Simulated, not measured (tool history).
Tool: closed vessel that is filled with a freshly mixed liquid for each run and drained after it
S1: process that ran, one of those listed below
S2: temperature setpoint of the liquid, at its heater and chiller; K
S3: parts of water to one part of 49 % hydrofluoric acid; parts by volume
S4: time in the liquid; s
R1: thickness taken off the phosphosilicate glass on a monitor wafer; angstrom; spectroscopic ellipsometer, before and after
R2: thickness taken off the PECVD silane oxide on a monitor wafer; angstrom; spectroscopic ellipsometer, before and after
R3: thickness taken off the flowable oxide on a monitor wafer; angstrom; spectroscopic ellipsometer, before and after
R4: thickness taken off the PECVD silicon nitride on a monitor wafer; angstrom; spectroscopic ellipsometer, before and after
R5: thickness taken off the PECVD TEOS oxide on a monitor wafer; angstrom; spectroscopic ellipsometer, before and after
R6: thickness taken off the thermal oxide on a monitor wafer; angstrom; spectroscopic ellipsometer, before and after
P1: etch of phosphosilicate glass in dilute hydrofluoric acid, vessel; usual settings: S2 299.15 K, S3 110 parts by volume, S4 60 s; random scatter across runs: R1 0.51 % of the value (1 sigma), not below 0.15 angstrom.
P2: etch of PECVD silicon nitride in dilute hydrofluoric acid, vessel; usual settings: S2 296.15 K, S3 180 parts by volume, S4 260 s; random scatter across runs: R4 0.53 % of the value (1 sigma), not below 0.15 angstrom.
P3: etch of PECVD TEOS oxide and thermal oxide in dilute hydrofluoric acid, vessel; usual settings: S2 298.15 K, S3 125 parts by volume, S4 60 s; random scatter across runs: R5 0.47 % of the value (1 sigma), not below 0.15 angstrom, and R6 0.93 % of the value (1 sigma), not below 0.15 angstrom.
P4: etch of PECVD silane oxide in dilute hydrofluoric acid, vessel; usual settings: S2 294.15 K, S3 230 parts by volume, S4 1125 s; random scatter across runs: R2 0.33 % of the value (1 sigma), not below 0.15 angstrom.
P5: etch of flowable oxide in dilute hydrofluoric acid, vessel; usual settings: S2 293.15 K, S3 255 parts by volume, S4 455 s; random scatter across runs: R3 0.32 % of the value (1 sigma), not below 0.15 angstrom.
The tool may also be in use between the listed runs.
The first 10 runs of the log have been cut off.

run 11 hour=118.4 | S1=P4 S2=294.15 S3=230 S4=305 | R2=152.21
run 12 hour=127.5 | S1=P3 S2=290.15 S3=125 S4=60 | R5=51.962 R6=16.867
run 13 hour=137.5 | S1=P1 S2=294.65 S3=155 S4=60 | R1=679.57
run 14 hour=144.9 | S1=P2 S2=296.15 S3=180 S4=260 | R4=77.562
run 15 hour=153.4 | S1=P2 S2=296.15 S3=180 S4=260 | R4=77.465
run 16 hour=162.9 | S1=P1 S2=294.15 S3=110 S4=60 | R1=986.49
run 17 hour=171.8 | S1=P2 S2=296.15 S3=180 S4=80 | R4=23.953
run 18 hour=182.6 | S1=P3 S2=298.15 S3=50 S4=60 | R5=199.85 R6=63.503
run 19 hour=191.4 | S1=P4 S2=294.15 S3=230 S4=1125 | R2=558.9
run 20 hour=200.9 | S1=P1 S2=299.15 S3=110 S4=60 | R1=1187.7
run 21 hour=210.2 | S1=P1 S2=299.15 S3=110 S4=110 | R1=2189.3
run 22 hour=219.1 | S1=P5 S2=293.15 S3=400 S4=455 | R3=238.27
run 23 hour=232.6 | S1=P1 S2=299.15 S3=110 S4=60 | R1=1197.6
run 24 hour=240.5 | S1=P4 S2=302.15 S3=230 S4=1125 | R2=741.37
run 25 hour=252.1 | S1=P1 S2=307.15 S3=110 S4=60 | R1=1600.7
run 26 hour=258.6 | S1=P1 S2=299.15 S3=110 S4=60 | R1=1192.4
run 27 hour=268.2 | S1=P1 S2=299.15 S3=30 S4=60 | R1=4888.8
run 28 hour=276.9 | S1=P1 S2=299.15 S3=185 S4=60 | R1=654.24
run 29 hour=284.2 | S1=P2 S2=301.65 S3=180 S4=260 | R4=110.32
run 30 hour=293.1 | S1=P3 S2=298.15 S3=125 S4=110 | R5=131.36 R6=43.408
run 31 hour=307.9 | S1=P5 S2=293.15 S3=255 S4=455 | R3=426.48
run 32 hour=320.8 | S1=P1 S2=299.15 S3=110 S4=60 | R1=1208.2
run 33 hour=330.2 | S1=P1 S2=299.15 S3=110 S4=60 | R1=1181.7

Run 34 is up next; what results do you expect?
run 34 hour=342.8 | S1=P1 S2=299.15 S3=110 S4=60 | R1=?

Run 34 produced R1 1174.5 angstrom.
